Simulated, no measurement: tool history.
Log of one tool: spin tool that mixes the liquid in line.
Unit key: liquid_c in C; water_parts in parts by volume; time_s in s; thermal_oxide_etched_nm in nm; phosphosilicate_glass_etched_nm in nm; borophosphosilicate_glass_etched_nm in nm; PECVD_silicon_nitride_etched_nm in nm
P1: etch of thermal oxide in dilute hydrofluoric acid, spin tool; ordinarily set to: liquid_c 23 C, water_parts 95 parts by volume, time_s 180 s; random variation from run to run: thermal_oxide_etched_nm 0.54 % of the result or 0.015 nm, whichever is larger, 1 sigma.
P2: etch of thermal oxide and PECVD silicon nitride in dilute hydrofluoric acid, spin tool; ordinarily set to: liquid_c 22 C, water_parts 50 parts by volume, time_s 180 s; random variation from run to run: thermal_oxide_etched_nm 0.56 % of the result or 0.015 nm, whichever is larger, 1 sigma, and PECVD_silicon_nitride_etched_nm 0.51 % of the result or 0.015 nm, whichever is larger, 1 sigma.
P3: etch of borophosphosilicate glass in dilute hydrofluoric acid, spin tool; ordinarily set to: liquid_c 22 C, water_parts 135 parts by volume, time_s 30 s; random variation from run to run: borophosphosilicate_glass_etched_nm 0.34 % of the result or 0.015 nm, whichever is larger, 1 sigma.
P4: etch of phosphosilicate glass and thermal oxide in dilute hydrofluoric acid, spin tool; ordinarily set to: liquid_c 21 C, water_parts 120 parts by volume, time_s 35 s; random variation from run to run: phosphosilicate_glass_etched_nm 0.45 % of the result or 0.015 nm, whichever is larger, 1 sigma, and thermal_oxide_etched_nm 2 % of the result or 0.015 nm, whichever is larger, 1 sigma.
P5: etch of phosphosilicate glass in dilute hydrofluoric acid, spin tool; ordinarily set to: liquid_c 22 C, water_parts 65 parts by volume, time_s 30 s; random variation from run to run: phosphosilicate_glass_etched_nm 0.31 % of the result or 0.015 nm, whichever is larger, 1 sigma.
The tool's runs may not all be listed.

run    day  process  liquid_c  water_parts  time_s  thermal_oxide_etched_nm  phosphosilicate_glass_etched_nm  borophosphosilicate_glass_etched_nm  PECVD_silicon_nitride_etched_nm
  1  0.321       P1        23           95     180                    8.808
  2  0.525       P1        23           95     325                   15.934
  3  0.779       P1        23           95     180                   8.9093
  4  0.975       P5        22           65      55                                                    57.859
  5  1.154       P3        22          135      30                                                                                         11.803
  6  1.433       P1        23           95     180                   8.8805
     1.667  -- hydrofluoric acid flow meter replaced
  7  1.671       P5        22          115      30                                                     16.83
  8  1.896       P3        22          135      55                                                                                         21.558
  9  2.142       P2        22           50      30                   2.7314                                                                                                 1.6683
 10  2.404       P2        17           50     180                   13.228                                                                                                 7.1645
 11  2.621       P1        18           95     180                    7.203
 12  2.996       P1        23           95     180                   8.8038
 13  3.375       P4        21          215      35                  0.59872                           7.8679
 14  3.562       P1        23           95      85                   4.2273
 15  3.833       P1        23           45     295                   32.484
 16  4.138       P4      25.5          120      35                   1.3631                           18.561
 17  4.479       P1        23           95     180                   8.8634
 18   4.85       P4        21          120      35                   1.1155                           15.633
 19  5.062       P3        22          135      30                                                                                         11.746
 20  5.375       P3        22          185      30                                                                                         8.1351
 21  5.704       P1        23          135     180                   5.9283
 22  6.096       P3        29          135      30                                                                                         15.342
 23  6.308       P1        27          130     180                   7.2641
 24  6.658       P5        26           65      30                                                    37.116

Estimate the outcome of run 25 from the log above:
 25  7.054       P1        23           40     180                        ?

{"run 25": {"thermal_oxide_etched_nm": 22.334}}
